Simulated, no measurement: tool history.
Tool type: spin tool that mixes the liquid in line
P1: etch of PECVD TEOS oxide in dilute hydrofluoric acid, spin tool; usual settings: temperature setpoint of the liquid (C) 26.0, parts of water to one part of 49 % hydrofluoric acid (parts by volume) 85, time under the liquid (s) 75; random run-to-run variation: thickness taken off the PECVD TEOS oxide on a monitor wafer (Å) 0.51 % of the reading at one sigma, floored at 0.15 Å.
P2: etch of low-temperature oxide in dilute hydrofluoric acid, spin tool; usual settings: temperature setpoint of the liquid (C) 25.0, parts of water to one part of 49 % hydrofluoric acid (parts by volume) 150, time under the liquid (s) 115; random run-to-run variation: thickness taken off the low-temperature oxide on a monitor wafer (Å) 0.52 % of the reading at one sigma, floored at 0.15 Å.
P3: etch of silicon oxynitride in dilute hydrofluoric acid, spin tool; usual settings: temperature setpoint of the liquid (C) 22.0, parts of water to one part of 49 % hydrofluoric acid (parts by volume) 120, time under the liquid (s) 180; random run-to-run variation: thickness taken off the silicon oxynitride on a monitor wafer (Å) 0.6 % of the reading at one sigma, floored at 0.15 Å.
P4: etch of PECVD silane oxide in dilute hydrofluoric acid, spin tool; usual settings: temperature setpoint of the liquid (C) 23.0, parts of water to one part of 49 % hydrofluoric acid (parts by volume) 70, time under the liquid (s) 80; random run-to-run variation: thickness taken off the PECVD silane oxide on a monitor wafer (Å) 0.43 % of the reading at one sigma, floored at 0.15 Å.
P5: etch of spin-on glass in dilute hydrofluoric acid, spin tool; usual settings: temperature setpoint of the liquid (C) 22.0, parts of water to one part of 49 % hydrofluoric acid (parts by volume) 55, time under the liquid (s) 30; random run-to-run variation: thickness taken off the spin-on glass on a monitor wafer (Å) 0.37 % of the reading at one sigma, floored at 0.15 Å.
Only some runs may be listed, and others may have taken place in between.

run,hour,process that ran,temperature setpoint of the liquid (C),parts of water to one part of 49 % hydrofluoric acid (parts by volume),time under the liquid (s),thickness taken off the PECVD TEOS oxide on a monitor wafer (Å),thickness taken off the silicon oxynitride on a monitor wafer (Å),thickness taken off the PECVD silane oxide on a monitor wafer (Å),thickness taken off the low-temperature oxide on a monitor wafer (Å),thickness taken off the spin-on glass on a monitor wafer (Å)
1,9.8,P1,26.0,85,75,145.110,,,,
2,20.9,P3,22.0,120,180,,35.7040,,,
3,27.6,P4,17.0,70,80,,,164.750,,
4,40.2,P3,22.0,20,180,,229.6100,,,
5,49.7,P2,25.0,50,115,,,,462.34,
6,58.6,P4,23.0,70,15,,,39.829,,
7,69.7,P1,21.5,85,125,202.920,,,,
8,81.2,P1,26.0,85,75,143.930,,,,
9,93.9,P1,33.5,20,75,921.340,,,,
10,105.6,P1,26.0,85,75,145.540,,,,
11,117.9,P1,26.0,135,75,86.407,,,,
12,130.4,P1,26.0,85,15,28.813,,,,
13,139.4,P4,23.0,105,80,,,134.340,,
# hour 142.9: thermometer replaced
14,145.5,P2,25.0,150,115,,,,134.99,
15,156.9,P3,22.0,120,30,,6.2779,,,
16,168.2,P4,23.0,70,80,,,212.350,,
17,177.5,P2,25.0,150,225,,,,263.66,
18,185.1,P1,32.0,85,75,183.110,,,,
19,191.5,P2,30.5,150,115,,,,165.78,
20,203.2,P1,26.0,85,125,241.960,,,,
21,210.7,P5,22.0,55,30,,,,,218.76
22,222.7,P1,26.0,85,75,145.370,,,,
23,229.2,P3,17.0,120,180,,28.2780,,,
24,239.9,P5,30.5,55,30,,,,,308.00
25,252.6,P2,25.0,150,115,,,,136.38,
26,264.7,P1,22.0,85,75,123.780,,,,
# hour 265.1: hydrofluoric acid flow meter replaced
27,273.2,P1,26.0,85,75,146.470,,,,
28,285.8,P1,26.0,20,75,670.880,,,,
29,297.5,P5,22.0,55,30,,,,,216.63
30,306.7,P5,22.0,90,30,,,,,127.25
31,314.9,P5,22.0,55,60,,,,,436.98
32,325.2,P1,26.0,85,75,145.550,,,,
33,338.1,P1,26.0,85,75,151.330,,,,
34,350.7,P1,26.0,85,75,155.090,,,,
35,362.4,P1,26.0,85,75,156.410,,,,
36,371.0,P1,26.0,85,75,156.900,,,,
37,380.3,P1,26.0,85,75,157.680,,,,
38,390.6,P1,26.0,85,75,157.900,,,,
39,401.1,P1,26.0,85,75,157.880,,,,
40,408.5,P1,26.0,85,75,157.940,,,,

The log shows P1 creeping away from where it was. Any of the 2 causes listed here, at the size stated for it, fits the log just as well as the others:
A: liquid hotter than its thermometer reads (K) = 2.16
B: hydrofluoric acid flow above the setpoint (%) = 7.89
The gradual shift began around hour 325.2.

Below are 4 check runs, each averaged over 2 wafers, with their results shown as question marks. Which of them would give clearly different results depending on which cause is behind the drift?
check 1,415.9,P2,25.0,85,190,,,,?,
check 2,415.9,P4,20.0,70,15,,,?,,
check 3,415.9,P5,22.0,75,55,,,,,?
check 4,415.9,P3,22.0,25,180,,?,,,

Expected result of each check under each candidate cause:
check,result,if A,if B
check 1,thickness taken off the low-temperature oxide on a monitor wafer (Å),465.64,465.21
check 2,thickness taken off the PECVD silane oxide on a monitor wafer (Å),38.155,37.861
check 3,thickness taken off the spin-on glass on a monitor wafer (Å),312.04,310.40
check 4,thickness taken off the silicon oxynitride on a monitor wafer (Å),205.3200,199.0100
Separation of the two closest causes in each check, using whichever result separates them best: check 1 0.09 %; check 2 0.77 %; check 3 0.53 %; check 4 3.13 %
Of the check runs offered, only check 4 discriminates between the causes; the rest would read about the same regardless of which cause applies.

With check 4 done, the readings were: thickness taken off the silicon oxynitride on a monitor wafer (Å) 197.4600. Identify which of the listed causes applies.

The correct cause is B, namely: hydrofluoric acid flow above the setpoint (%).

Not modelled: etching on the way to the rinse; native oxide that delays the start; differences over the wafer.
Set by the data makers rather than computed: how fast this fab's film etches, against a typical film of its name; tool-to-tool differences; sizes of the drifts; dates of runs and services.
